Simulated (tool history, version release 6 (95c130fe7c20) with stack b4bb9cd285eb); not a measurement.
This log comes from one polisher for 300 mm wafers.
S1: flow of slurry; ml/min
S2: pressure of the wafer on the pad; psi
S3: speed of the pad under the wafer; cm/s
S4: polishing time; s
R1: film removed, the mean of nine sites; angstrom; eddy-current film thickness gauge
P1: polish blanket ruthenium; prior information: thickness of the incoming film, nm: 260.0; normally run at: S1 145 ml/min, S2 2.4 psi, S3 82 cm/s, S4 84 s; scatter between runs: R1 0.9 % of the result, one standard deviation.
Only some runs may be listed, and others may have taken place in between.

Run 1, hour 13: S1 145 ml/min, S2 2.4 psi, S3 82 cm/s, S4 84 s. Result: R1 801.33 angstrom.
Run 2, hour 26.7: S1 210 ml/min, S2 2.4 psi, S3 82 cm/s, S4 84 s. Result: R1 826.93 angstrom.
Run 3, hour 35: S1 145 ml/min, S2 2.4 psi, S3 46 cm/s, S4 84 s. Result: R1 436.83 angstrom.
At hour 46.2: slurry nozzle cleaned.
Run 4, hour 49.9: S1 145 ml/min, S2 2.4 psi, S3 82 cm/s, S4 84 s. Result: R1 802.09 angstrom.
Run 5, hour 60.4: S1 145 ml/min, S2 1.1 psi, S3 82 cm/s, S4 84 s. Result: R1 357.52 angstrom.
Run 6, hour 69.3: S1 145 ml/min, S2 2.4 psi, S3 82 cm/s, S4 84 s. Result: R1 789.92 angstrom.
Run 7, hour 82.4: S1 145 ml/min, S2 3.7 psi, S3 82 cm/s, S4 84 s. Result: R1 1218.5 angstrom.
Run 8, hour 98.2: S1 145 ml/min, S2 2.4 psi, S3 82 cm/s, S4 128 s. Result: R1 1210.1 angstrom.
Run 9, hour 114.2: S1 85 ml/min, S2 2.4 psi, S3 82 cm/s, S4 84 s. Result: R1 710.07 angstrom.
Run 10, hour 123.5: S1 145 ml/min, S2 2.4 psi, S3 82 cm/s, S4 38 s. Result: R1 352.64 angstrom.
Run 11, hour 135.7: S1 145 ml/min, S2 2.4 psi, S3 82 cm/s, S4 84 s. Result: R1 787.75 angstrom.
Run 12, hour 149.4: S1 145 ml/min, S2 2.4 psi, S3 108 cm/s, S4 84 s. Result: R1 1032.6 angstrom.
Run 13, hour 159.4: S1 145 ml/min, S2 2.4 psi, S3 82 cm/s, S4 84 s. Result: R1 785.31 angstrom.
Run 14, hour 171.1: S1 220 ml/min, S2 1.4 psi, S3 82 cm/s, S4 84 s. Result: R1 488.94 angstrom.
Run 15, hour 183.3: S1 145 ml/min, S2 2.4 psi, S3 82 cm/s, S4 84 s. Result: R1 800.09 angstrom.
Run 16, hour 197.7: S1 145 ml/min, S2 2.4 psi, S3 82 cm/s, S4 84 s. Result: R1 764.41 angstrom.
Run 17, hour 210: S1 145 ml/min, S2 2.4 psi, S3 82 cm/s, S4 84 s. Result: R1 757.26 angstrom.

Run 18, settings as shown, results not yet in. Your forecast:
Run 18, hour 220.5: S1 145 ml/min, S2 2.4 psi, S3 82 cm/s, S4 84 s. Result: R1 ?.

R1: 741.13 angstrom

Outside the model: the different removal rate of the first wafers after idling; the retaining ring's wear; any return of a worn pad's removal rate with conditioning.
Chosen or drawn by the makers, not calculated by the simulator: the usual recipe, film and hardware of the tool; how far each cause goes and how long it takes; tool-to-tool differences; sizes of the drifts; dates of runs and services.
